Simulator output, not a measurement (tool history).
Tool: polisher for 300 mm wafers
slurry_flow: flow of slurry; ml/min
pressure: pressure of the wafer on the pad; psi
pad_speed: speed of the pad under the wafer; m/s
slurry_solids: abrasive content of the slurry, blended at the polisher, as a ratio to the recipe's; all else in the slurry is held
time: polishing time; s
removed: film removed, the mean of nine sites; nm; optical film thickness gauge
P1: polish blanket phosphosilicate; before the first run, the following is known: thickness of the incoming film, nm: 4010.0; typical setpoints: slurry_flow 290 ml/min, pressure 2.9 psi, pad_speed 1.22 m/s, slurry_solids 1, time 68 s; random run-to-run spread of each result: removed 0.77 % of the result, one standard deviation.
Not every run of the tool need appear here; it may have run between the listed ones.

run     day  slurry_flow  pressure  pad_speed  slurry_solids  time  wafers polished on this pad  hours since the slurry nozzle was cleaned  hours since the head pressure was calibrated  hours since the slurry blender was calibrated  hours since the conditioning disc was replaced  removed
  1   0.479          290       2.9       1.22              1    68                          393                                      151.6                                         962.9                                          117.1                                            93.8   580.81
  2   0.812          290       1.6       1.22              1    68                          463                                      159.6                                         970.9                                          125.1                                           101.8   322.82
  3   1.175          290       2.9       1.22              1    68                          540                                      168.3                                         979.6                                          133.8                                           110.5   585.07
  4   1.725          290       2.9       1.22            1.2    45                          657                                      181.5                                         992.8                                            147                                           123.7   414.46
  5   2.325          290       2.9       1.22              1    68                          785                                      195.9                                        1007.2                                          161.4                                           138.1   580.13
  6    2.95          175       2.9       1.22              1   104                          917                                      210.9                                        1022.2                                          176.4                                           153.1   844.96
  7   3.275          290       2.9        1.9              1    68                          986                                      218.7                                          1030                                          184.2                                           160.9   829.95
  8   3.633          290       3.8       1.22              1    68                         1063                                      227.3                                        1038.6                                          192.8                                           169.5      764
  9   4.275          290       2.9       1.22              1    68                         1199                                      242.7                                          1054                                          208.2                                           184.9   581.49
 10   4.858          290       2.9       1.22           1.35    68                         1323                                      256.7                                          1068                                          222.2                                           198.9   655.29
 11   5.383          290       2.9       1.22              1    46                         1434                                      269.3                                        1080.6                                          234.8                                           211.5   390.96
 12   5.838          290       2.9       1.22              1    68                         1531                                      280.2                                        1091.5                                          245.7                                           222.4   587.59
 13   6.208          290       2.9       1.22              1    68                         1610                                      289.1                                        1100.4                                          254.6                                           231.3   588.62
 14   6.875          365       2.9       1.22              1    68                         1751                                      305.1                                        1116.4                                          270.6                                           247.3   593.13
 15   7.204          290       2.9       1.22           1.45    40                         1821                                        313                                        1124.3                                          278.5                                           255.2   399.92
 16   7.833          290       2.9       1.22              1    90                         1955                                      328.1                                        1139.4                                          293.6                                           270.3   768.16
 17   8.279          290       2.9       0.56              1    68                         2049                                      338.8                                        1150.1                                          304.3                                             281   315.14
 18   8.896          200       2.9       1.22              1    68                         2180                                      353.6                                        1164.9                                          319.1                                           295.8   560.62
 19   9.508          290       2.9       1.22              1    68                         2310                                      368.3                                        1179.6                                          333.8                                           310.5   587.97
 20  10.071          290       2.9       1.22            0.5    68                         2430                                      381.8                                        1193.1                                          347.3                                             324   400.58
 21  10.588          290       2.9       1.22              1    68                         2540                                      394.2                                        1205.5                                          359.7                                           336.4   580.73
 22  11.008          290       2.9       1.22              1    68                         2629                                      404.3                                        1215.6                                          369.8                                           346.5   554.17
 23  11.529          290       2.9       1.22              1    68                         2740                                      416.8                                        1228.1                                          382.3                                             359   538.12

Predict the results of run 24:
 24  11.879          290       2.9       1.22              1    68                         2814                                      425.2                                        1236.5                                          390.7                                           367.4        ?

{"run 24": {"removed": 528.43}}
